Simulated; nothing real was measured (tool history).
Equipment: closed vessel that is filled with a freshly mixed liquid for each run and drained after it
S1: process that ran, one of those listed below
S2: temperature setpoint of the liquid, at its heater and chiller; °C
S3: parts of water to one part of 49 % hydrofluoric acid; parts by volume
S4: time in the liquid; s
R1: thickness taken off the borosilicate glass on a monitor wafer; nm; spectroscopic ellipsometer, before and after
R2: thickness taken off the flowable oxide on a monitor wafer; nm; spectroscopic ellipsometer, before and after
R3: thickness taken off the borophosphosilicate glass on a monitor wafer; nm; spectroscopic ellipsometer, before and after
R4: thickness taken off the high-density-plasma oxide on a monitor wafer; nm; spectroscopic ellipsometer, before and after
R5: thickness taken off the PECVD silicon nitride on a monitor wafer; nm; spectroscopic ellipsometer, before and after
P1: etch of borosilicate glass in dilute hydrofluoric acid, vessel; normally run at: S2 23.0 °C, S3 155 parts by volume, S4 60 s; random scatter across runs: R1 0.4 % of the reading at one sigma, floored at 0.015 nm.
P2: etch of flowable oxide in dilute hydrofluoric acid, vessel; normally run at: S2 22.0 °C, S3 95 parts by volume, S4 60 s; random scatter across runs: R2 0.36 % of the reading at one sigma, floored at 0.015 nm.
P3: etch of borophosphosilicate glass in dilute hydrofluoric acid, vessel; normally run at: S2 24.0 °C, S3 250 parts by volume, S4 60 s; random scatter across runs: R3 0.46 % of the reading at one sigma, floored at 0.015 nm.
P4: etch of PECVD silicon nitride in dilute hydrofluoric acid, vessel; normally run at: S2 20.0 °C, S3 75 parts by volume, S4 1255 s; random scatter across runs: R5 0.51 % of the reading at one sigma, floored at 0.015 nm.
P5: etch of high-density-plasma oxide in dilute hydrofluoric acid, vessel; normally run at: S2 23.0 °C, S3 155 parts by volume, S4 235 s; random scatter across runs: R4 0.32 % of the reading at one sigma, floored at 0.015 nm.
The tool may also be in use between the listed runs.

run,hour,S1,S2,S3,S4,R1,R2,R3,R4,R5
1,12.0,P1,23.0,155,60,15.3530,,,,
2,24.0,P2,22.0,95,60,,23.468,,,
3,40.9,P1,23.0,155,60,15.3310,,,,
4,51.5,P3,24.0,250,95,,,21.0860,,
5,61.1,P1,27.5,155,60,18.1820,,,,
6,80.2,P5,27.0,155,235,,,,8.2486,
7,90.7,P1,23.0,90,110,52.6000,,,,
8,105.8,P3,24.0,250,60,,,13.3630,,
9,116.0,P4,20.0,75,1870,,,,,75.269
10,130.4,P1,17.0,155,60,12.1780,,,,
11,141.5,P1,23.0,155,60,15.3340,,,,
12,154.4,P1,23.0,155,30,7.6592,,,,
13,171.9,P1,23.0,235,60,9.2688,,,,
14,190.0,P1,23.0,155,60,15.4670,,,,
15,199.2,P1,23.0,155,60,15.3940,,,,
16,214.9,P1,23.0,155,90,23.0310,,,,
17,225.1,P5,23.0,155,235,,,,7.1093,
18,235.9,P2,22.0,145,60,,14.528,,,
19,246.5,P5,23.0,280,235,,,,3.4294,
20,259.0,P4,17.0,75,1255,,,,,41.146
21,272.7,P1,23.0,155,60,15.3400,,,,
22,288.6,P3,17.5,250,60,,,10.4940,,
23,305.1,P5,23.0,155,90,,,,2.7135,
24,319.3,P2,22.0,95,30,,11.721,,,
25,335.7,P3,24.0,250,60,,,13.3930,,
26,350.2,P3,24.0,380,60,,,7.7893,,
27,369.7,P4,20.0,130,1255,,,,,29.574
28,381.3,P4,20.0,75,1255,,,,,50.035
29,398.4,P1,23.0,155,60,15.5070,,,,
30,412.0,P2,28.0,95,60,,29.692,,,
31,425.0,P1,19.0,70,60,32.1860,,,,
32,442.0,P1,30.0,155,90,29.9500,,,,
33,460.5,P1,23.0,65,60,40.8630,,,,
34,472.4,P1,23.0,155,60,15.4060,,,,
35,486.2,P1,23.0,155,60,15.0380,,,,
36,505.2,P1,23.0,155,60,14.8320,,,,
37,524.4,P1,23.0,155,60,14.5640,,,,
38,534.2,P1,23.0,155,60,14.5000,,,,
39,549.4,P1,23.0,155,60,14.4620,,,,
40,566.2,P1,23.0,155,60,14.5360,,,,
41,575.3,P1,23.0,155,60,14.5590,,,,
42,593.6,P1,23.0,155,60,14.3890,,,,
43,605.4,P1,23.0,155,60,14.5410,,,,

Compared with where it was, what P1 gives has crept away. Each cause listed below fits the log as well as the rest, at the size given for it:
A: liquid colder than its thermometer reads (K) = 1.57
B: hydrofluoric acid flow below the setpoint (%) = 5.04
The drift started at roughly hour 472.4.

Consider the 4 single-wafer check runs listed below, results given as question marks: which one distinguishes between the causes by giving clearly different results for each?
check 1,617.2,P3,24.0,250,60,,,?,,
check 2,617.2,P4,20.0,75,1255,,,,,?
check 3,617.2,P2,22.0,95,60,,?,,,
check 4,617.2,P5,23.0,155,235,,,,?,

How each check would come out, cause by cause:
check,result,if A,if B
check 1,R3,12.6110,12.5050
check 2,R5,45.108,47.809
check 3,R2,21.930,22.071
check 4,R4,6.6693,6.6699
Minimum pairwise separation of causes per check, each pair taken at its best-separating result: check 1 0.84 %; check 2 5.82 %; check 3 0.64 %; check 4 0.01 %
Check 2 tells the causes apart: in the others they would give nearly the same result.

With check 2 done, the readings were: R5 48.288 nm. Identify which of the listed causes applies.

The correct cause is B, namely: hydrofluoric acid flow below the setpoint (%).
